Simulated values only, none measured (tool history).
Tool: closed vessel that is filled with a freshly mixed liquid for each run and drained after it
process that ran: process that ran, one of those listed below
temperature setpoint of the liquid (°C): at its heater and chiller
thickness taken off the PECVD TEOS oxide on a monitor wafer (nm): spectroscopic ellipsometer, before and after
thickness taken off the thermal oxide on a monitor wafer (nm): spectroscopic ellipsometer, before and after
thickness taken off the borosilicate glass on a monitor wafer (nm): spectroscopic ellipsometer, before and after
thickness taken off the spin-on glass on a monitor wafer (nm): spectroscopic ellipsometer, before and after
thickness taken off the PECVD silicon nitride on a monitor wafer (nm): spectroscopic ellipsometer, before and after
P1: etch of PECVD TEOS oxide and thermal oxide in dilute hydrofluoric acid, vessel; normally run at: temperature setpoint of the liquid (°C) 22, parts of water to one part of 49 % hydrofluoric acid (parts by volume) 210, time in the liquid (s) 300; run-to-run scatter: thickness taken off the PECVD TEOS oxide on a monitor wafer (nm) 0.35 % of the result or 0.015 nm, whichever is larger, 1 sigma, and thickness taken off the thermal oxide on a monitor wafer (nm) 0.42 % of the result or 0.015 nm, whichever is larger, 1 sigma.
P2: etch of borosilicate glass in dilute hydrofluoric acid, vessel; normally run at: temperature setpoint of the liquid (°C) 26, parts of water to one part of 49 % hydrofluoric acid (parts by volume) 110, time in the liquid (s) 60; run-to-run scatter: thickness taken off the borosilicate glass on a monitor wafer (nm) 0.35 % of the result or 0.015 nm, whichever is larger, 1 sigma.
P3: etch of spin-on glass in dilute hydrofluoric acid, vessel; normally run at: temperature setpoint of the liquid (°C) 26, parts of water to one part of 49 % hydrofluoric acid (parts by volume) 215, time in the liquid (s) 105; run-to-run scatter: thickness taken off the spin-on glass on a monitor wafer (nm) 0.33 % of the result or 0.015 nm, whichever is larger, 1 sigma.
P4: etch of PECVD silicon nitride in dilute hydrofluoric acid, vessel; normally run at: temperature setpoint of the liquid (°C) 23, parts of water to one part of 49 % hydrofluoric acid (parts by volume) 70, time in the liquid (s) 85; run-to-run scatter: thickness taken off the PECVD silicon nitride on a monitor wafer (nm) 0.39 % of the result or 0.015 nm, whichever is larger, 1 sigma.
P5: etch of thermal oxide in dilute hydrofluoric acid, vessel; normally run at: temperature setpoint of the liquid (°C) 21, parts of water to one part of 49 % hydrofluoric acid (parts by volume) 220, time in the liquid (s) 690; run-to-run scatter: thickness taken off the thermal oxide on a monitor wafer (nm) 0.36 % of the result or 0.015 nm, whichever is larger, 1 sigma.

run,hour,process that ran,temperature setpoint of the liquid (°C),parts of water to one part of 49 % hydrofluoric acid (parts by volume),time in the liquid (s),thickness taken off the PECVD TEOS oxide on a monitor wafer (nm),thickness taken off the thermal oxide on a monitor wafer (nm),thickness taken off the borosilicate glass on a monitor wafer (nm),thickness taken off the spin-on glass on a monitor wafer (nm),thickness taken off the PECVD silicon nitride on a monitor wafer (nm)
1,5.7,P1,22,210,300,33.115,5.6373,,,
2,9.6,P2,26,110,60,,,13.769,,
3,16.1,P5,21,220,690,,11.79,,,
4,22.7,P1,22,380,300,15.667,2.6308,,,
5,25.7,P2,26,110,30,,,6.874,,
6,28.8,P3,26,215,105,,,,16.747,
7,32.1,P5,21,220,1340,,22.826,,,
8,36.3,P5,27.5,220,690,,15.001,,,
9,40.3,P1,25.5,80,300,115.77,19.608,,,
10,43.7,P1,17,210,300,27.349,4.6741,,,
11,49.8,P5,21,355,690,,6.4435,,,
12,55,P1,22,210,300,33,5.6432,,,
13,59.8,P4,23,70,85,,,,,6.3956
14,64.3,P5,21,220,690,,11.769,,,
15,68.6,P3,20,215,105,,,,13.419,
16,73.5,P1,29.5,210,300,43.774,7.3964,,,
17,77.9,P1,22,55,300,151.58,25.574,,,
18,84.4,P3,26,215,105,,,,16.685,
19,89.2,P1,22,210,300,33.295,5.6821,,,
20,93.4,P4,23,95,85,,,,,4.7617
21,98.9,P3,26,310,105,,,,10.428,
22,103.9,P1,25,135,300,62.287,10.551,,,
23,110.1,P3,26,215,155,,,,24.548,
24,116.8,P1,22,210,300,33.342,5.6375,,,
25,120.9,P4,23,70,30,,,,,2.2286
26,126.4,P1,22,210,585,64.594,10.906,,,
27,130.6,P2,20.5,110,60,,,11.092,,
28,136.5,P2,26,65,60,,,24.869,,
29,139.6,P4,27.5,70,85,,,,,8.6348
30,144.3,P2,26,110,60,,,13.792,,
31,148.3,P1,22,210,75,8.338,1.401,,,
32,151.8,P4,23,70,85,,,,,6.392
33,158.7,P1,22,210,300,33.299,5.6611,,,
34,165.5,P1,22,210,300,34.44,5.8558,,,
35,168.7,P1,22,210,300,34.573,5.8806,,,
36,173.7,P1,22,210,300,35.225,5.9573,,,
37,177.2,P1,22,210,300,35.577,5.965,,,
38,181.6,P1,22,210,300,35.356,6.043,,,
39,186.7,P1,22,210,300,35.761,6.0769,,,
40,191.1,P1,22,210,300,35.971,6.1118,,,
41,196.7,P1,22,210,300,35.721,6.0514,,,
42,199.7,P1,22,210,300,35.79,6.0806,,,
43,206.1,P1,22,210,300,35.718,6.1328,,,
44,209.1,P1,22,210,300,36.039,6.1079,,,

What P1 gives has crept away from where it was. These 2 causes fit the log equally well, each at the size given:
A: hydrofluoric acid flow above the setpoint (%) = 6.91
B: liquid hotter than its thermometer reads (K) = 2.18
The creep began at about hour 158.7.

4 check runs are offered, one wafer each, their results left as question marks. Which one tells the causes apart?
check 1,212.1,P3,26,215,105,,,,?,
check 2,212.1,P2,26,110,60,,,?,,
check 3,212.1,P4,23,70,85,,,,,?
check 4,212.1,P5,21,220,690,,?,,,

What each check would give under each cause:
check,result,if A,if B
check 1,thickness taken off the spin-on glass on a monitor wafer (nm),18.103,18.008
check 2,thickness taken off the borosilicate glass on a monitor wafer (nm),14.892,15.003
check 3,thickness taken off the PECVD silicon nitride on a monitor wafer (nm),6.8093,7.3766
check 4,thickness taken off the thermal oxide on a monitor wafer (nm),12.752,12.757
How far apart the two closest causes lie, in the result that separates them most: check 1 0.53 %; check 2 0.74 %; check 3 8 %; check 4 0.04 %
Only check 3 tells the causes apart: in the others they would give nearly the same result.

Check 3 was then run and gave: thickness taken off the PECVD silicon nitride on a monitor wafer (nm) 6.8025. Which cause is it?

It is A: hydrofluoric acid flow above the setpoint (%).

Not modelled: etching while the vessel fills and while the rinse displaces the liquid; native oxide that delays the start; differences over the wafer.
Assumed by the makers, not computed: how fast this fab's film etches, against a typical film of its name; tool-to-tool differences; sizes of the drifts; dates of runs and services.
